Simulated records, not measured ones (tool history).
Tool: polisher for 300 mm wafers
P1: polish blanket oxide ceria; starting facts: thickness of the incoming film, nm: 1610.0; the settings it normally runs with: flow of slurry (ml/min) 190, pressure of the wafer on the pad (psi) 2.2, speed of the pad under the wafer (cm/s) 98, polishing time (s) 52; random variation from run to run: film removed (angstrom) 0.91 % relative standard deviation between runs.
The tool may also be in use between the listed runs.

| run | hour | flow of slurry (ml/min) | pressure of the wafer on the pad (psi) | speed of the pad under the wafer (cm/s) | polishing time (s) | wafers polished on this pad | hours since the slurry nozzle was cleaned | hours since the head pressure was calibrated | film removed (angstrom) |
|---|---|---|---|---|---|---|---|---|---|
| 1 | 9.8 | 190 | 2.2 | 98 | 52 | 614 | 502.4 | 254.2 | 1478.80 |
| 2 | 15.5 | 190 | 3.5 | 98 | 52 | 686 | 508.1 | 259.9 | 2377.40 |
| 3 | 21.4 | 190 | 2.2 | 98 | 52 | 760 | 514.0 | 265.8 | 1484.60 |
| 4 | 30.2 | 190 | 2.2 | 98 | 52 | 870 | 522.8 | 274.6 | 1507.50 |
| 5 | 35.4 | 190 | 1.6 | 146 | 52 | 935 | 528.0 | 279.8 | 1607.60 |
| 6 | 46.2 | 115 | 2.2 | 98 | 52 | 1070 | 538.8 | 290.6 | 1349.60 |
| 7 | 56.8 | 190 | 2.2 | 58 | 52 | 1203 | 549.4 | 301.2 | 889.42 |
| 8 | 62.5 | 270 | 2.2 | 98 | 52 | 1274 | 555.1 | 306.9 | 1544.60 |
| 9 | 73.7 | 190 | 3.0 | 98 | 80 | 1415 | 566.3 | 318.1 | 3116.10 |
| 10 | 80.1 | 190 | 2.2 | 98 | 25 | 1495 | 572.7 | 324.5 | 711.59 |
| 11 | 85.5 | 190 | 1.0 | 98 | 52 | 1562 | 578.1 | 329.9 | 677.41 |
| 12 | 93.5 | 190 | 2.2 | 98 | 75 | 1662 | 586.1 | 337.9 | 2133.90 |
| 13 | 104.0 | 190 | 2.2 | 98 | 52 | 1794 | 596.6 | 348.4 | 1468.60 |
| 14 | 112.4 | 190 | 2.2 | 98 | 52 | 1899 | 605.0 | 356.8 | 1473.00 |
| 15 | 119.7 | 190 | 2.2 | 148 | 52 | 1990 | 612.3 | 364.1 | 2225.50 |
| 16 | 126.2 | 190 | 2.2 | 98 | 52 | 2072 | 618.8 | 370.6 | 1489.20 |
| 17 | 132.0 | 190 | 2.2 | 98 | 52 | 2144 | 624.6 | 376.4 | 1456.00 |
| 18 | 138.0 | 190 | 2.2 | 98 | 52 | 2220 | 630.6 | 382.4 | 1427.10 |
| 19 | 145.6 | 190 | 2.2 | 98 | 52 | 2315 | 638.2 | 390.0 | 1410.10 |
| 20 | 154.9 | 190 | 2.2 | 98 | 52 | 2431 | 647.5 | 399.3 | 1403.90 |
|  | 161.6 | head pressure recalibrated |
| 21 | 165.4 | 190 | 2.2 | 98 | 52 | 2563 | 658.0 | 3.9 | 1393.20 |
| 22 | 171.1 | 190 | 2.2 | 98 | 52 | 2634 | 663.7 | 9.6 | 1368.60 |
| 23 | 177.7 | 190 | 2.2 | 98 | 52 | 2717 | 670.3 | 16.2 | 1368.70 |
| 24 | 185.3 | 190 | 2.2 | 98 | 52 | 2812 | 677.9 | 23.8 | 1389.40 |
| 25 | 192.2 | 190 | 2.2 | 98 | 52 | 2898 | 684.8 | 30.7 | 1383.30 |
| 26 | 201.7 | 190 | 2.2 | 98 | 52 | 3017 | 694.3 | 40.2 | 1394.00 |

The output of P1 has drifted from where it used to be. Each of the 2 causes below, taken at the size shown beside it, accounts for the log equally well:
A: removal rate lost through wear of the pad, % = 6.94
B: slurry flow missing at the pad, % = 34.6
Creep in the process output first set in at about hour 126.2.
Every other cause this tool's parts could produce, and why it does not fit the log:
head's pressure below its setpoint, %: serviced at hour 161.6, which brought nothing back

4 check runs are offered, each on 5 wafers whose results are averaged, their results left as question marks. Which one tells the causes apart?
| check 1 | 211.2 | 190 | 2.2 | 146 | 52 |  |  |  | ? |
| check 2 | 211.2 | 120 | 1.2 | 98 | 52 |  |  |  | ? |
| check 3 | 211.2 | 190 | 2.2 | 148 | 52 |  |  |  | ? |
| check 4 | 211.2 | 190 | 3.1 | 98 | 52 |  |  |  | ? |

If the cause were each of the candidates in turn, the checks would give the following:
| check | result | if A | if B |
|---|---|---|---|
| check 1 | film removed (angstrom) | 2053.50 | 2053.70 |
| check 2 | film removed (angstrom) | 694.67 | 669.61 |
| check 3 | film removed (angstrom) | 2081.60 | 2081.80 |
| check 4 | film removed (angstrom) | 1942.20 | 1942.40 |
Separation of the two closest causes in each check, using whichever result separates them best: check 1 0.01 %; check 2 3.67 %; check 3 0.01 %; check 4 0.01 %
Only in check 2 would the causes give clearly different results; in the remaining checks their results would be nearly the same.

Check 2 has now been run. It gave: film removed (angstrom) 697.11. Which of the candidate causes is it?

It was cause A: removal rate lost through wear of the pad, %.
